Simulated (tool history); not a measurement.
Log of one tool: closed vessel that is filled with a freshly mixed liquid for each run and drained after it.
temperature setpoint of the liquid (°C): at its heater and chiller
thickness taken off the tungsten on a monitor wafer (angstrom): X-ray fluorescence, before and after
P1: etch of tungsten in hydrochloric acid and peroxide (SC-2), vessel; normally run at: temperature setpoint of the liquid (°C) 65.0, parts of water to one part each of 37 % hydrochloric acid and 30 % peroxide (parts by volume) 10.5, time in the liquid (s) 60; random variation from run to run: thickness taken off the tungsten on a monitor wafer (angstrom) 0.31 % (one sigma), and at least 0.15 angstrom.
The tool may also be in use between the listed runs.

run   hour  temperature setpoint of the liquid (°C)  parts of water to one part each of 37 % hydrochloric acid and 30 % peroxide (parts by volume)  time in the liquid (s)  hours since the thermometer was replaced  hours since the chemicals flow meter was replaced  hours since the drum of peroxide was connected  thickness taken off the tungsten on a monitor wafer (angstrom)
  1    8.0                                     65.0                                                                                           10.5                      60                                     704.1                                              729.9                                           716.7                                                          390.26
  2   16.7                                     65.0                                                                                           10.5                     105                                     712.8                                              738.6                                           725.4                                                          683.17
  3   26.0                                     65.0                                                                                           10.5                      30                                     722.1                                              747.9                                           734.7                                                          194.46
  4   33.2                                     72.0                                                                                           10.5                     115                                     729.3                                              755.1                                           741.9                                                         1131.40
  5   44.5                                     54.5                                                                                           10.5                      60                                     740.6                                              766.4                                           753.2                                                          201.37
      49.5  -- thermometer replaced
  6   57.3                                     65.0                                                                                            4.0                      60                                       7.8                                              779.2                                           766.0                                                          810.58
  7   68.6                                     65.0                                                                                           10.5                      60                                      19.1                                              790.5                                           777.3                                                          388.58
  8   79.9                                     72.0                                                                                           10.5                      60                                      30.4                                              801.8                                           788.6                                                          591.11
  9   88.7                                     65.0                                                                                           10.5                      60                                      39.2                                              810.6                                           797.4                                                          388.37
 10   98.6                                     65.0                                                                                           10.5                      60                                      49.1                                              820.5                                           807.3                                                          387.42
 11  107.9                                     65.0                                                                                           18.0                      60                                      58.4                                              829.8                                           816.6                                                          243.25
 12  114.6                                     65.0                                                                                           10.5                      60                                      65.1                                              836.5                                           823.3                                                          387.99
 13  123.5                                     65.0                                                                                           10.5                      60                                      74.0                                              845.4                                           832.2                                                          388.25
 14  133.0                                     65.0                                                                                           10.5                      60                                      83.5                                              854.9                                           841.7                                                          403.47
 15  145.2                                     65.0                                                                                           10.5                      60                                      95.7                                              867.1                                           853.9                                                          412.20
 16  155.2                                     65.0                                                                                           10.5                      60                                     105.7                                              877.1                                           863.9                                                          413.54
 17  164.6                                     65.0                                                                                           10.5                      60                                     115.1                                              886.5                                           873.3                                                          416.60
 18  173.6                                     65.0                                                                                           10.5                      60                                     124.1                                              895.5                                           882.3                                                          417.17

The next listed run, before its measurement:
 19  180.9                                     65.0                                                                                           10.5                      60                                     131.4                                              902.8                                           889.6                                                               ?

{"run 19": {"thickness taken off the tungsten on a monitor wafer (angstrom)": 417.09}}
